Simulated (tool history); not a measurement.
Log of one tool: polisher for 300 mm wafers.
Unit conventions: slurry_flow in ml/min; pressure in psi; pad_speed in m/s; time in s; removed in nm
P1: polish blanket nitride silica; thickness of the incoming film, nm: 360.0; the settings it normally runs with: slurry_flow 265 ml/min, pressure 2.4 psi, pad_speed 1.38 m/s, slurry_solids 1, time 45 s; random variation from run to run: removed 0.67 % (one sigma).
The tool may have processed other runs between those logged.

run	hour	slurry_flow	pressure	pad_speed	slurry_solids	time	removed
1	17.7	265	2.4	1.38	1	45	24.432
2	28.2	265	2.4	1.38	1	45	24.329
3	40.3	265	2.4	1.38	1	60	32.432
4	58.2	265	1.4	1.38	1	45	13.877
5	68.3	265	2.4	1.38	1.45	45	28.233
6	85.4	265	2.4	1.38	1	45	24.223
7	95.2	195	2.4	1.38	1	45	23.157
8	105.5	265	2.4	0.7	1	45	14.231
9	120.4	265	2.4	1.38	1	45	24.004
# hour 122.1: slurry nozzle cleaned
10	132.9	265	3.4	1.38	1	45	34.625
11	149.5	265	2.4	1.96	1	45	31.618
12	160	265	2.4	1.38	1	45	24.205
13	177.2	265	2.4	1.38	0.5	45	16.418
14	192.5	405	2.4	1.38	1	45	25.05
15	202.2	265	2.4	1.38	1	27	14.483
16	214.4	265	2.4	1.38	1	45	24.161
17	228.7	265	3.1	0.66	1	45	17.177
18	244.7	265	2.4	1.38	1	45	24.567
19	260.1	265	2.4	1.38	1	45	23.517
20	270.1	265	2.4	1.38	1	45	22.947
21	287.2	265	2.4	1.38	1	45	22.431
22	296.4	265	2.4	1.38	1	45	22.434
# hour 301.4: slurry nozzle cleaned
23	305.6	265	2.4	1.38	1	45	22.208
# hour 306.4: conditioning disc replaced and pad reconditioned
# hour 316.7: worn pad replaced by a new one
24	318	265	2.4	1.38	1	45	21.715
25	334.6	265	2.4	1.38	1	45	22.271
26	345.4	265	2.4	1.38	1	45	22.01
27	354.1	265	2.4	1.38	1	45	21.855
28	367.8	265	2.4	1.38	1	45	21.705
29	379.4	265	2.4	1.38	1	45	21.82

P1 no longer gives what it gave before; its output has crept away from where it was. The following 2 causes, each at its listed size, fit the log equally well:
A: head's pressure below its setpoint, % = 9.91
B: abrasive missing from the slurry, % = 19.5
The gradual shift began around hour 244.7.
All other causes, with the reason each is excluded:
removal rate lost through wear of the pad, %: serviced at hour 316.7, which brought nothing back
slurry flow missing at the pad, %: serviced at hour 301.4, which brought nothing back
time polished since the conditioner stopped cutting, s: serviced at hour 306.4, which brought nothing back

4 check runs are offered, each on 5 wafers whose results are averaged, their results left as question marks. Which one tells the causes apart?
check 1	391	360	2.4	1.38	1	45	?
check 2	391	265	1.4	1.38	0.65	45	?
check 3	391	265	3.2	1.38	1	45	?
check 4	391	400	2.4	1.38	1	45	?

Outcome of each check run for each possible cause:
check	result	if A	if B
check 1	removed	22.359	22.357
check 2	removed	10.202	9.9673
check 3	removed	29.025	29.022
check 4	removed	22.527	22.525
Per check, the gap between the least separated pair of causes, taken in the result that splits them most: check 1 0.01 %; check 2 2.32 %; check 3 0.01 %; check 4 0.01 %
The other checks would show nearly matching results whichever cause is true, so check 2 is the only one that separates the causes.

The results of check 2 are: removed 9.9558 nm. Based on these, which of the listed causes is it?

It is B: abrasive missing from the slurry, %.
